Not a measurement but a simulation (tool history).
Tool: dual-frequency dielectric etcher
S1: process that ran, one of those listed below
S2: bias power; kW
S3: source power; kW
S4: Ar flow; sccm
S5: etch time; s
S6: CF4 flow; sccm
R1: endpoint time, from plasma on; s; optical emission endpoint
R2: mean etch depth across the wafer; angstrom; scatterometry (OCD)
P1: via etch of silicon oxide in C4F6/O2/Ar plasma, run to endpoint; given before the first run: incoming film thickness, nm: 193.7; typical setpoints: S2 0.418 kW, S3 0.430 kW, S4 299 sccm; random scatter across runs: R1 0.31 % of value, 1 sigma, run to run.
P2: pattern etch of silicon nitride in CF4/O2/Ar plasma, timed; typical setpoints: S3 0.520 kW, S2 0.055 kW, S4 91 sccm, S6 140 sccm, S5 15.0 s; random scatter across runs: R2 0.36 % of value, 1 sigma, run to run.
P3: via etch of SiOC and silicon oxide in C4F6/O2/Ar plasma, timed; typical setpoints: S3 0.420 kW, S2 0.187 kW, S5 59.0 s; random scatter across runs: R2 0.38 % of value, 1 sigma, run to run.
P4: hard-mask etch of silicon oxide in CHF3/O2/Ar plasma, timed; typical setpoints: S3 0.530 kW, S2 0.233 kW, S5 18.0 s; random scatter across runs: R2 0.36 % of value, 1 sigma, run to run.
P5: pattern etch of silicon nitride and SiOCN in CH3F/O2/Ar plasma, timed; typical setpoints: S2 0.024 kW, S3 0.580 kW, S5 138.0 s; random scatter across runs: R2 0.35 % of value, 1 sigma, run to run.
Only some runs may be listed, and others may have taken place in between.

{"run": 1, "hour": 13.1, "S1": "P1", "S2": 0.418, "S3": 0.43, "S4": 299, "R1": 44.783}
{"run": 2, "hour": 27.1, "S1": "P1", "S2": 0.56, "S3": 0.43, "S4": 299, "R1": 40.378}
{"run": 3, "hour": 37.7, "S1": "P4", "S2": 0.233, "S3": 0.53, "S5": 18.0, "R2": 386.6}
{"run": 4, "hour": 49.4, "S1": "P1", "S2": 0.418, "S3": 0.31, "S4": 299, "R1": 50.613}
{"run": 5, "hour": 63.0, "S1": "P3", "S2": 0.187, "S3": 0.42, "S5": 59.0, "R2": 706.38}
{"run": 6, "hour": 72.1, "S1": "P3", "S2": 0.187, "S3": 0.29, "S5": 59.0, "R2": 611.53}
{"run": 7, "hour": 84.5, "S1": "P4", "S2": 0.149, "S3": 0.53, "S5": 18.0, "R2": 332.15}
{"run": 8, "hour": 99.8, "S1": "P5", "S2": 0.024, "S3": 0.58, "S5": 79.0, "R2": 126.34}
{"run": 9, "hour": 118.5, "S1": "P1", "S2": 0.418, "S3": 0.43, "S4": 365, "R1": 45.916}
{"run": 10, "hour": 132.2, "S1": "P1", "S2": 0.418, "S3": 0.43, "S4": 299, "R1": 44.793}
{"run": 11, "hour": 149.6, "S1": "P4", "S2": 0.233, "S3": 0.36, "S5": 18.0, "R2": 334.68}
{"run": 12, "hour": 164.7, "S1": "P1", "S2": 0.499, "S3": 0.26, "S4": 299, "R1": 50.56}
{"run": 13, "hour": 175.5, "S1": "P2", "S2": 0.055, "S3": 0.52, "S4": 91, "S5": 21.5, "S6": 140, "R2": 472.87}
{"run": 14, "hour": 186.7, "S1": "P2", "S2": 0.055, "S3": 0.52, "S4": 91, "S5": 15.0, "S6": 140, "R2": 330.0}
{"hour": 192.1, "done": "source power generator calibrated"}
{"run": 15, "hour": 202.2, "S1": "P1", "S2": 0.418, "S3": 0.43, "S4": 299, "R1": 44.669}
{"run": 16, "hour": 220.6, "S1": "P2", "S2": 0.055, "S3": 0.52, "S4": 91, "S5": 15.0, "S6": 195, "R2": 339.17}
{"run": 17, "hour": 234.3, "S1": "P4", "S2": 0.233, "S3": 0.53, "S5": 10.0, "R2": 213.38}
{"run": 18, "hour": 243.1, "S1": "P2", "S2": 0.055, "S3": 0.52, "S4": 58, "S5": 15.0, "S6": 140, "R2": 343.87}
{"run": 19, "hour": 253.8, "S1": "P5", "S2": 0.02, "S3": 0.58, "S5": 138.0, "R2": 203.9}
{"run": 20, "hour": 265.4, "S1": "P3", "S2": 0.121, "S3": 0.42, "S5": 59.0, "R2": 617.64}
{"run": 21, "hour": 280.2, "S1": "P1", "S2": 0.298, "S3": 0.43, "S4": 299, "R1": 50.442}
{"run": 22, "hour": 296.0, "S1": "P2", "S2": 0.055, "S3": 0.52, "S4": 91, "S5": 15.0, "S6": 140, "R2": 330.98}
{"run": 23, "hour": 314.9, "S1": "P1", "S2": 0.418, "S3": 0.43, "S4": 235, "R1": 43.804}
{"run": 24, "hour": 325.7, "S1": "P2", "S2": 0.044, "S3": 0.52, "S4": 91, "S5": 15.0, "S6": 140, "R2": 304.98}
{"run": 25, "hour": 336.8, "S1": "P2", "S2": 0.055, "S3": 0.62, "S4": 91, "S5": 15.0, "S6": 140, "R2": 383.35}
{"run": 26, "hour": 351.0, "S1": "P1", "S2": 0.418, "S3": 0.43, "S4": 299, "R1": 44.763}
{"run": 27, "hour": 363.7, "S1": "P1", "S2": 0.418, "S3": 0.56, "S4": 299, "R1": 40.736}
{"run": 28, "hour": 375.8, "S1": "P5", "S2": 0.024, "S3": 0.79, "S5": 138.0, "R2": 245.89}
{"run": 29, "hour": 392.1, "S1": "P5", "S2": 0.024, "S3": 0.58, "S5": 138.0, "R2": 219.51}
{"run": 30, "hour": 411.0, "S1": "P3", "S2": 0.187, "S3": 0.42, "S5": 46.0, "R2": 547.74}
{"run": 31, "hour": 420.7, "S1": "P1", "S2": 0.418, "S3": 0.43, "S4": 299, "R1": 44.84}
{"run": 32, "hour": 434.0, "S1": "P1", "S2": 0.418, "S3": 0.43, "S4": 299, "R1": 45.166}
{"run": 33, "hour": 446.1, "S1": "P1", "S2": 0.418, "S3": 0.43, "S4": 299, "R1": 45.614}
{"run": 34, "hour": 465.2, "S1": "P1", "S2": 0.418, "S3": 0.43, "S4": 299, "R1": 45.504}
{"run": 35, "hour": 476.9, "S1": "P1", "S2": 0.418, "S3": 0.43, "S4": 299, "R1": 45.362}
{"hour": 480.3, "done": "Ar flow controller replaced"}
{"run": 36, "hour": 495.4, "S1": "P1", "S2": 0.418, "S3": 0.43, "S4": 299, "R1": 45.13}
{"run": 37, "hour": 511.9, "S1": "P1", "S2": 0.418, "S3": 0.43, "S4": 299, "R1": 45.489}
{"hour": 515.1, "done": "wet clean of the chamber"}
{"run": 38, "hour": 526.9, "S1": "P1", "S2": 0.418, "S3": 0.43, "S4": 299, "R1": 45.485}
{"run": 39, "hour": 542.7, "S1": "P1", "S2": 0.418, "S3": 0.43, "S4": 299, "R1": 45.73}
{"run": 40, "hour": 561.5, "S1": "P1", "S2": 0.418, "S3": 0.43, "S4": 299, "R1": 45.533}

Compared with where it was, what P1 gives has crept away. Each cause listed below fits the log as well as the rest, at the size given for it:
A: bias power that arrives under what is set, % = 4.22
B: source power that arrives under what is set, % = 4.1
The drift started at roughly hour 420.7.
Excluded causes, each with its reason:
chamber walls in a state that lowers the etch rate, %: maintenance at hour 515.1, after the shift began, did not return the process to its former output
Ar flow that arrives over what is set, %: maintenance at hour 480.3, after the shift began, did not return the process to its former output

Below are 4 check runs, each averaged over 2 wafers, with their results shown as question marks. Which of them would give clearly different results depending on which cause is behind the drift?
{"run": "check 1", "hour": 580.3, "S1": "P3", "S2": 0.187, "S3": 0.42, "S5": 59.0, "R2": "?"}
{"run": "check 2", "hour": 580.3, "S1": "P4", "S2": 0.233, "S3": 0.53, "S5": 18.0, "R2": "?"}
{"run": "check 3", "hour": 580.3, "S1": "P5", "S2": 0.024, "S3": 0.58, "S5": 138.0, "R2": "?"}
{"run": "check 4", "hour": 580.3, "S1": "P2", "S2": 0.055, "S3": 0.52, "S4": 91, "S5": 15.0, "S6": 140, "R2": "?"}

What each check would give under each cause:
check=check_1 result=R2 if_A=694.71 if_B=693.11
check=check_2 result=R2 if_A=379.73 if_B=379.56
check=check_3 result=R2 if_A=216.34 if_B=217.29
check=check_4 result=R2 if_A=324.21 if_B=317.45
Smallest distance between any two causes, each pair judged by its most separating result, in per cent: check 1 0.23 %; check 2 0.05 %; check 3 0.44 %; check 4 2.11 %
The causes can be told apart only by check 4. The other checks would give nearly the same results under each of them.

After running check 4, the following was obtained: R2 316.45 angstrom. Which cause does this point to?

B is the cause: source power that arrives under what is set, %.
